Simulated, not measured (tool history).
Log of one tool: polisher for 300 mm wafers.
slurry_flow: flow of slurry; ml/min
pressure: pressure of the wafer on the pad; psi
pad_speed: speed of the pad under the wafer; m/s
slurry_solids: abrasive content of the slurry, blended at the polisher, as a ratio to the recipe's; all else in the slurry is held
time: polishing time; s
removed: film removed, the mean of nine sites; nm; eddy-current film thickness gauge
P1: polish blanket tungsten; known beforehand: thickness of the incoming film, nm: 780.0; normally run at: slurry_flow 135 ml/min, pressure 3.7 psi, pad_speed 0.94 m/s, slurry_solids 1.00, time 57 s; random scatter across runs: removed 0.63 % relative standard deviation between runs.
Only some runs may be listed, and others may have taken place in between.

| run | hour | slurry_flow | pressure | pad_speed | slurry_solids | time | removed |
|---|---|---|---|---|---|---|---|
| 1 | 4.7 | 135 | 3.7 | 0.94 | 1.00 | 57 | 306.26 |
| 2 | 7.8 | 135 | 3.7 | 0.94 | 1.00 | 57 | 305.88 |
| 3 | 11.9 | 135 | 3.7 | 0.50 | 1.00 | 57 | 162.47 |
| 4 | 16.2 | 135 | 3.7 | 0.94 | 1.00 | 57 | 308.24 |
| 5 | 21.9 | 80 | 3.7 | 0.94 | 0.70 | 57 | 249.09 |
| 6 | 24.7 | 135 | 3.7 | 0.94 | 1.00 | 57 | 308.30 |
| 7 | 29.4 | 135 | 3.7 | 1.44 | 0.65 | 57 | 423.81 |
| 8 | 32.4 | 135 | 3.7 | 0.94 | 1.00 | 57 | 305.75 |
| 9 | 36.1 | 135 | 1.8 | 0.94 | 1.00 | 57 | 148.27 |
| 10 | 39.5 | 210 | 3.7 | 0.94 | 1.00 | 57 | 324.37 |
| 11 | 44.9 | 135 | 3.7 | 0.94 | 0.60 | 57 | 273.50 |
| 12 | 48.4 | 135 | 3.7 | 0.94 | 1.00 | 57 | 303.00 |
| 13 | 51.5 | 135 | 3.7 | 0.94 | 1.00 | 78 | 417.59 |
| 14 | 56.0 | 135 | 3.7 | 0.94 | 1.00 | 35 | 187.17 |
| 15 | 61.2 | 135 | 3.7 | 0.94 | 1.00 | 57 | 304.50 |
| 16 | 65.2 | 135 | 3.7 | 1.44 | 1.00 | 57 | 472.90 |
| 17 | 69.0 | 135 | 3.7 | 0.94 | 1.35 | 57 | 329.00 |
| 18 | 73.2 | 85 | 3.7 | 0.94 | 1.00 | 57 | 274.17 |
| 19 | 77.8 | 135 | 4.7 | 0.94 | 1.00 | 57 | 386.73 |
| 20 | 80.9 | 135 | 3.7 | 0.94 | 1.00 | 57 | 304.89 |
| 21 | 86.9 | 135 | 3.7 | 0.94 | 1.00 | 57 | 286.88 |
| 22 | 90.1 | 135 | 3.7 | 0.94 | 1.00 | 57 | 278.78 |
|  | 92.2 | head pressure recalibrated |
| 23 | 94.1 | 135 | 3.7 | 0.94 | 1.00 | 57 | 277.22 |
|  | 94.7 | slurry blender recalibrated |
|  | 98.8 | worn pad replaced by a new one |
| 24 | 98.9 | 135 | 3.7 | 0.94 | 1.00 | 57 | 275.64 |
| 25 | 103.1 | 135 | 3.7 | 0.94 | 1.00 | 57 | 272.53 |
| 26 | 106.8 | 135 | 3.7 | 0.94 | 1.00 | 57 | 271.45 |

The log shows P1 creeping away from where it was. Any of the 2 causes listed here, at the size stated for it, fits the log just as well as the others:
A: slurry flow missing at the pad, % = 38.4
B: peroxide lost from the slurry, % = 25.4
The creep began at about hour 80.9.
The rest of the possible causes, and what rules out each one:
removal rate lost through wear of the pad, %: serviced after onset, at hour 98.8, with no recovery of the prior output
head's pressure below its setpoint, %: serviced after onset, at hour 92.2, with no recovery of the prior output
abrasive missing from the slurry, %: serviced after onset, at hour 94.7, with no recovery of the prior output

The 4 check runs listed below each average the results of 3 wafers, and their outcomes are marked with question marks. Under which run would the listed causes produce clearly different results?
| check 1 | 110.5 | 135 | 2.5 | 1.28 | 1.00 | 57 | ? |
| check 2 | 110.5 | 135 | 3.7 | 1.28 | 1.00 | 57 | ? |
| check 3 | 110.5 | 190 | 3.7 | 0.94 | 1.00 | 57 | ? |
| check 4 | 110.5 | 135 | 3.7 | 0.70 | 1.00 | 57 | ? |

If the cause were each of the candidates in turn, the checks would give the following:
| check | result | if A | if B |
|---|---|---|---|
| check 1 | removed | 250.73 | 250.68 |
| check 2 | removed | 371.08 | 371.00 |
| check 3 | removed | 297.06 | 288.03 |
| check 4 | removed | 202.93 | 202.89 |
Per-check spread between the two closest causes, in the result where they differ most: check 1 0.02 %; check 2 0.02 %; check 3 3.09 %; check 4 0.02 %
Of the check runs offered, only check 3 discriminates between the causes; the rest would read about the same regardless of which cause applies.

Check 3 has now been run. It gave: removed 289.38 nm. Which of the candidate causes is it?

It is B: peroxide lost from the slurry, %.

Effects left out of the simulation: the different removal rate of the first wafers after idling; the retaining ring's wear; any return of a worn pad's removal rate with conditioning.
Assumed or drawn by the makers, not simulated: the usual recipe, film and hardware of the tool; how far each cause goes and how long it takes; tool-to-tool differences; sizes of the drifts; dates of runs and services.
